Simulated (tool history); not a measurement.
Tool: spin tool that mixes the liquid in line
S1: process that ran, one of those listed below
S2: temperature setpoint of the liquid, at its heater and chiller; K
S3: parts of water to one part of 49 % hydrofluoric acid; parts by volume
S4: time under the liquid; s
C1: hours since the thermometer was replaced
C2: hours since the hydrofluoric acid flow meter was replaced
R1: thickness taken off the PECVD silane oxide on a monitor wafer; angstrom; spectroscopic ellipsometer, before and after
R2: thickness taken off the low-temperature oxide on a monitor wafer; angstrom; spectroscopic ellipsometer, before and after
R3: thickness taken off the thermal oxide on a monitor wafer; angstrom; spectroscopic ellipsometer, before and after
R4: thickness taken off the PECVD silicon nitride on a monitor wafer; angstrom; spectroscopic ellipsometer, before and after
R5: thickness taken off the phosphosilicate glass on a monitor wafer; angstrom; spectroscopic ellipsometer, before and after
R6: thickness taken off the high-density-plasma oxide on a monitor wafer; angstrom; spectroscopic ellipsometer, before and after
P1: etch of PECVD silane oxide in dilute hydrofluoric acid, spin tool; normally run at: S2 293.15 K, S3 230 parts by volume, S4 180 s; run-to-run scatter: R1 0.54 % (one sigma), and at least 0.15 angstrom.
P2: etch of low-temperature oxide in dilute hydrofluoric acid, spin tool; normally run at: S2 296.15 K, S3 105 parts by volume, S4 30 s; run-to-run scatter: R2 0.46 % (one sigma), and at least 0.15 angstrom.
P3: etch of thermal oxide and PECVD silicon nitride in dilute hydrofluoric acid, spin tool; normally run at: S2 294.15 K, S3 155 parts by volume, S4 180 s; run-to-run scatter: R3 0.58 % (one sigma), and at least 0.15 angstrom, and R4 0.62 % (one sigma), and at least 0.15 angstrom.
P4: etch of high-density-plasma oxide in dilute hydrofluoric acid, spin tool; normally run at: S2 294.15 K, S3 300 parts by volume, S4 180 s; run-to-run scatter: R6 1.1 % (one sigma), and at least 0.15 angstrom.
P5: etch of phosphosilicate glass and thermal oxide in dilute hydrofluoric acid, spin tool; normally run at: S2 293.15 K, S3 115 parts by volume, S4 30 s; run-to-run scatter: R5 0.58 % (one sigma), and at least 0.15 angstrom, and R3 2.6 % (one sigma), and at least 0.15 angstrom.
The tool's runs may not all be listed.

run,day,S1,S2,S3,S4,C1,C2,R1,R2,R3,R4,R5,R6
1,0.508,P1,293.15,230,180,758.4,300.2,93.764,,,,,
2,0.821,P2,296.15,105,30,765.9,307.7,,98.668,,,,
3,1.183,P3,297.65,155,180,774.6,316.4,,,52.9150,49.222,,
4,1.550,P1,293.15,230,25,783.4,325.2,13.152,,,,,
5,1.833,P1,297.65,230,180,790.2,332.0,110.040,,,,,
6,2.154,P1,293.15,115,180,797.9,339.7,210.950,,,,,
7,2.571,P2,296.15,105,15,807.9,349.7,,49.415,,,,
8,2.971,P5,293.15,115,30,817.5,359.3,,,9.6370,,403.14,
9,3.467,P1,293.15,230,180,829.4,371.2,93.845,,,,,
10,4.012,P4,294.15,300,180,842.5,384.3,,,,,,21.675
11,4.538,P1,293.15,230,180,855.1,396.9,94.466,,,,,
12,4.896,P1,293.15,230,180,863.7,405.5,93.192,,,,,
13,5.288,P3,294.15,155,270,873.1,414.9,,,69.6460,58.034,,
14,5.667,P3,294.15,155,180,882.2,424.0,,,46.0180,39.141,,
15,5.958,P2,301.65,105,30,889.2,431.0,,123.490,,,,
16,6.296,P4,294.15,300,180,897.3,439.1,,,,,,22.598
17,6.688,P1,293.15,230,180,906.7,448.5,93.276,,,,,
18,7.108,P1,293.15,230,180,916.8,458.6,93.402,,,,,
19,7.658,P1,293.15,230,180,930.0,471.8,92.881,,,,,
20,8.188,P1,290.15,230,180,942.7,484.5,84.002,,,,,
21,8.512,P1,290.15,230,335,950.5,492.3,156.160,,,,,
22,8.892,P1,293.15,390,180,959.6,501.4,48.070,,,,,
23,9.350,P1,293.15,230,275,970.6,512.4,144.190,,,,,
24,9.958,P4,294.15,300,265,985.2,527.0,,,,,,32.055
25,10.350,P5,293.15,115,15,994.6,536.4,,,4.9883,,202.29,
26,10.871,P4,294.15,80,180,1007.1,548.9,,,,,,103.730
27,11.192,P4,298.15,300,180,1014.8,556.6,,,,,,24.933
28,11.558,P5,293.15,65,30,1023.6,565.4,,,19.2320,,760.92,
29,12.096,P2,296.15,150,30,1036.5,578.3,,65.605,,,,
30,12.404,P1,298.15,85,180,1043.9,585.7,356.330,,,,,
31,13.021,P3,294.15,30,180,1058.7,600.5,,,274.3300,193.970,,
32,13.617,P5,290.15,115,30,1073.0,614.8,,,9.0265,,357.16,
33,14.204,P3,294.15,155,180,1087.1,628.9,,,45.6360,39.156,,
34,14.521,P2,296.15,105,30,1094.7,636.5,,99.574,,,,
35,14.833,P5,293.15,115,30,1102.2,644.0,,,10.4770,,408.24,
36,15.362,P1,293.15,230,180,1114.9,656.7,93.303,,,,,
37,15.658,P1,293.15,230,180,1122.0,663.8,95.810,,,,,
38,15.988,P1,293.15,230,180,1129.9,671.7,96.388,,,,,
39,16.429,P1,293.15,230,180,1140.5,682.3,97.174,,,,,
40,17.008,P1,293.15,230,180,1154.4,696.2,99.357,,,,,
41,17.425,P1,293.15,230,180,1164.4,706.2,98.945,,,,,
42,17.925,P1,293.15,230,180,1176.4,718.2,99.569,,,,,

What P1 gives has crept away from where it was. These 2 causes fit the log equally well, each at the size given:
A: hydrofluoric acid flow above the setpoint (%) = 4.89
B: liquid hotter than its thermometer reads (K) = 1.55
The creep began at about day 15.362.

4 check runs are offered, one wafer each, their results left as question marks. Which one tells the causes apart?
check 1,18.425,P2,296.15,105,30,,,,?,,,,
check 2,18.425,P3,294.15,155,180,,,,,?,?,,
check 3,18.425,P4,294.15,300,180,,,,,,,,?
check 4,18.425,P5,293.15,115,30,,,,,?,,?,

What each check would give under each cause:
check,result,if A,if B
check 1,R2,104.830,105.640
check 2,R3,48.4750,48.7150
check 2,R4,41.077,43.403
check 3,R6,23.424,23.301
check 4,R3,10.4220,10.5160
check 4,R5,428.50,432.37
How far apart the two closest causes lie, in the result that separates them most: check 1 0.77 %; check 2 5.51 %; check 3 0.52 %; check 4 0.9 %
Only check 2 tells the causes apart: in the others they would give nearly the same result.

Then check 2 was run and gave: R3 49.2160 angstrom; R4 43.525 angstrom. Which cause is it?

It is B: liquid hotter than its thermometer reads (K).

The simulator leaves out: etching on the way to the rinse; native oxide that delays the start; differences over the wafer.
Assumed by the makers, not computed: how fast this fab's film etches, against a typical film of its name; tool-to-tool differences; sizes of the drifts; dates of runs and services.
